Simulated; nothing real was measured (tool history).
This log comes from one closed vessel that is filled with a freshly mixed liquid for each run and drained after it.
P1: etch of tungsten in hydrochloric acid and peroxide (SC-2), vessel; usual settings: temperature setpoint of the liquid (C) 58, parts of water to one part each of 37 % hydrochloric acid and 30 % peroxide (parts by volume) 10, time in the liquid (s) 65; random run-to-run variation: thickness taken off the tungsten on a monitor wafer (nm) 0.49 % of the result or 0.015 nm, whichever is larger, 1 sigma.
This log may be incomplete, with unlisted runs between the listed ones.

run,hour,temperature setpoint of the liquid (C),parts of water to one part each of 37 % hydrochloric acid and 30 % peroxide (parts by volume),time in the liquid (s),thickness taken off the tungsten on a monitor wafer (nm)
1,13.3,58,10,65,28.0210
2,21.9,58,10,65,28.1690
3,30.1,58,10,125,53.8440
4,41.7,58,10,65,27.8760
5,50.8,58,4,65,55.7370
6,57.8,58,10,65,27.8660
7,70.5,58,10,30,12.9490
8,81.2,66,10,65,46.2700
9,92.0,43,10,110,17.5060
10,103.0,58,10,65,27.7970
11,110.3,58,10,65,27.9530
12,122.9,46,10,100,19.6530
13,130.5,42,10,65,9.6535

Run 14 has not been measured yet. What should we expect?
14,142.8,58,18,65,?

thickness taken off the tungsten on a monitor wafer (nm): 16.7150

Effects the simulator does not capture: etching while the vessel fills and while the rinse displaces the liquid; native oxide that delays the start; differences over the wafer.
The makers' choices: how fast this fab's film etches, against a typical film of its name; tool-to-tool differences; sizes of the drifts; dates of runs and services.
